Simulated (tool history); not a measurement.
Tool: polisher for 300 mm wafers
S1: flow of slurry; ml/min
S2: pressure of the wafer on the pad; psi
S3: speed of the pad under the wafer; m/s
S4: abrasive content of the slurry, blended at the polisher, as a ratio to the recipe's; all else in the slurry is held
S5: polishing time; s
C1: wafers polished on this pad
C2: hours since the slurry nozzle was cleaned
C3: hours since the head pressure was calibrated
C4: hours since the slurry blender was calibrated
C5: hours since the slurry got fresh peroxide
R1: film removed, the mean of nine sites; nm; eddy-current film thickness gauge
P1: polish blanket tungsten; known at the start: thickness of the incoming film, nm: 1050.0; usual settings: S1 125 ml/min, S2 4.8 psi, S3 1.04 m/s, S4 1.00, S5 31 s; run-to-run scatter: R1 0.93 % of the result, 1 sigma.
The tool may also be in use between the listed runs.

run 1 hour=15.6 | S1=125 S2=4.8 S3=1.04 S4=1.00 S5=31 | C1=406 C2=183.1 C3=420.8 C4=38.4 C5=129.9 | R1=158.680
run 2 hour=26.5 | S1=125 S2=4.8 S3=1.04 S4=1.00 S5=31 | C1=482 C2=194.0 C3=431.7 C4=49.3 C5=140.8 | R1=159.700
run 3 hour=38.0 | S1=200 S2=4.8 S3=1.04 S4=1.00 S5=31 | C1=561 C2=205.5 C3=443.2 C4=60.8 C5=152.3 | R1=171.450
-- hour=50.0 slurry blender recalibrated
run 4 hour=53.0 | S1=125 S2=4.8 S3=1.04 S4=1.45 S5=31 | C1=666 C2=220.5 C3=458.2 C4=3.1 C5=167.3 | R1=174.000
run 5 hour=63.8 | S1=125 S2=4.8 S3=1.04 S4=1.00 S5=31 | C1=741 C2=231.3 C3=469.0 C4=13.9 C5=178.1 | R1=160.310
run 6 hour=75.8 | S1=90 S2=4.8 S3=1.04 S4=1.00 S5=31 | C1=824 C2=243.3 C3=481.0 C4=25.9 C5=190.1 | R1=148.840
run 7 hour=89.8 | S1=125 S2=4.8 S3=1.04 S4=1.00 S5=14 | C1=921 C2=257.3 C3=495.0 C4=39.9 C5=204.1 | R1=72.279
run 8 hour=99.9 | S1=125 S2=4.8 S3=0.70 S4=1.45 S5=31 | C1=992 C2=267.4 C3=505.1 C4=50.0 C5=214.2 | R1=116.700
run 9 hour=115.6 | S1=125 S2=4.8 S3=1.04 S4=0.75 S5=46 | C1=1101 C2=283.1 C3=520.8 C4=65.7 C5=229.9 | R1=222.110
run 10 hour=130.6 | S1=125 S2=4.8 S3=0.46 S4=1.00 S5=31 | C1=1205 C2=298.1 C3=535.8 C4=80.7 C5=244.9 | R1=70.012
run 11 hour=142.6 | S1=125 S2=4.8 S3=1.04 S4=0.65 S5=31 | C1=1288 C2=310.1 C3=547.8 C4=92.7 C5=256.9 | R1=146.150
run 12 hour=158.4 | S1=125 S2=4.8 S3=1.04 S4=1.00 S5=31 | C1=1398 C2=325.9 C3=563.6 C4=108.5 C5=272.7 | R1=158.500
run 13 hour=168.6 | S1=125 S2=2.4 S3=1.04 S4=1.00 S5=31 | C1=1469 C2=336.1 C3=573.8 C4=118.7 C5=282.9 | R1=80.100
run 14 hour=176.7 | S1=125 S2=7.5 S3=1.04 S4=1.00 S5=31 | C1=1525 C2=344.2 C3=581.9 C4=126.8 C5=291.0 | R1=248.930
run 15 hour=189.4 | S1=125 S2=4.8 S3=0.72 S4=1.35 S5=31 | C1=1614 C2=356.9 C3=594.6 C4=139.5 C5=303.7 | R1=121.200
-- hour=203.2 head pressure recalibrated
run 16 hour=205.6 | S1=125 S2=4.8 S3=1.04 S4=1.00 S5=31 | C1=1726 C2=373.1 C3=2.5 C4=155.7 C5=319.9 | R1=159.900
run 17 hour=214.2 | S1=125 S2=4.8 S3=1.04 S4=1.00 S5=31 | C1=1786 C2=381.7 C3=11.1 C4=164.3 C5=328.5 | R1=158.760
run 18 hour=224.6 | S1=125 S2=4.8 S3=1.04 S4=1.00 S5=47 | C1=1858 C2=392.1 C3=21.5 C4=174.7 C5=338.9 | R1=244.960
run 19 hour=233.4 | S1=125 S2=4.8 S3=1.62 S4=1.00 S5=31 | C1=1919 C2=400.9 C3=30.3 C4=183.5 C5=347.7 | R1=248.160
run 20 hour=241.5 | S1=125 S2=4.8 S3=1.04 S4=1.00 S5=31 | C1=1976 C2=409.0 C3=38.4 C4=191.6 C5=355.8 | R1=161.060
run 21 hour=257.1 | S1=125 S2=4.8 S3=1.04 S4=1.00 S5=31 | C1=2084 C2=424.6 C3=54.0 C4=207.2 C5=371.4 | R1=155.950
run 22 hour=268.2 | S1=125 S2=4.8 S3=1.04 S4=1.00 S5=31 | C1=2161 C2=435.7 C3=65.1 C4=218.3 C5=382.5 | R1=151.490
run 23 hour=285.3 | S1=125 S2=4.8 S3=1.04 S4=1.00 S5=31 | C1=2280 C2=452.8 C3=82.2 C4=235.4 C5=399.6 | R1=148.200
-- hour=299.2 slurry blender recalibrated
run 24 hour=301.5 | S1=125 S2=4.8 S3=1.04 S4=1.00 S5=31 | C1=2392 C2=469.0 C3=98.4 C4=2.3 C5=415.8 | R1=145.440
run 25 hour=318.4 | S1=125 S2=4.8 S3=1.04 S4=1.00 S5=31 | C1=2510 C2=485.9 C3=115.3 C4=19.2 C5=432.7 | R1=145.080
run 26 hour=330.9 | S1=125 S2=4.8 S3=1.04 S4=1.00 S5=31 | C1=2597 C2=498.4 C3=127.8 C4=31.7 C5=445.2 | R1=145.610
-- hour=335.7 worn pad replaced by a new one
run 27 hour=339.0 | S1=125 S2=4.8 S3=1.04 S4=1.00 S5=31 | C1=23 C2=506.5 C3=135.9 C4=39.8 C5=453.3 | R1=144.660
-- hour=349.9 slurry tank refilled with fresh slurry and peroxide
run 28 hour=351.9 | S1=125 S2=4.8 S3=1.04 S4=1.00 S5=31 | C1=112 C2=519.4 C3=148.8 C4=52.7 C5=2.1 | R1=146.770
run 29 hour=365.1 | S1=125 S2=4.8 S3=1.04 S4=1.00 S5=31 | C1=204 C2=532.6 C3=162.0 C4=65.9 C5=15.3 | R1=144.530
run 30 hour=381.8 | S1=125 S2=4.8 S3=1.04 S4=1.00 S5=31 | C1=320 C2=549.3 C3=178.7 C4=82.6 C5=32.0 | R1=144.970
run 31 hour=395.2 | S1=125 S2=4.8 S3=1.04 S4=1.00 S5=31 | C1=413 C2=562.7 C3=192.1 C4=96.0 C5=45.4 | R1=145.650

What P1 gives has crept away from where it was. These 2 causes fit the log equally well, each at the size given:
A: head's pressure below its setpoint, % = 10.3
B: slurry flow missing at the pad, % = 35.3
The creep began at about hour 241.5.
Why every other cause is out:
removal rate lost through wear of the pad, %: serviced at hour 335.7, which brought nothing back
abrasive missing from the slurry, %: serviced at hour 299.2, which brought nothing back
peroxide lost from the slurry, %: serviced at hour 349.9, which brought nothing back

4 check runs are offered, each on 5 wafers whose results are averaged, their results left as question marks. Which one tells the causes apart?
run check 1 hour=408.6 | S1=125 S2=7.5 S3=0.46 S4=1.00 S5=31 | R1=?
run check 2 hour=408.6 | S1=195 S2=4.8 S3=1.04 S4=1.00 S5=46 | R1=?
run check 3 hour=408.6 | S1=125 S2=4.8 S3=1.04 S4=1.45 S5=15 | R1=?
run check 4 hour=408.6 | S1=125 S2=7.4 S3=1.60 S4=1.00 S5=31 | R1=?

What each check would give under each cause:
check=check_1 result=R1 if_A=99.399 if_B=99.395
check=check_2 result=R1 if_A=229.970 if_B=238.380
check=check_3 result=R1 if_A=76.104 if_B=76.101
check=check_4 result=R1 if_A=341.130 if_B=341.110
How far apart the two closest causes lie, in the result that separates them most: check 1 0 %; check 2 3.59 %; check 3 0 %; check 4 0 %
Check 2 tells the causes apart: in the others they would give nearly the same result.

Then check 2 was run and gave: R1 229.280 nm. Which cause is it?

It is A: head's pressure below its setpoint, %.
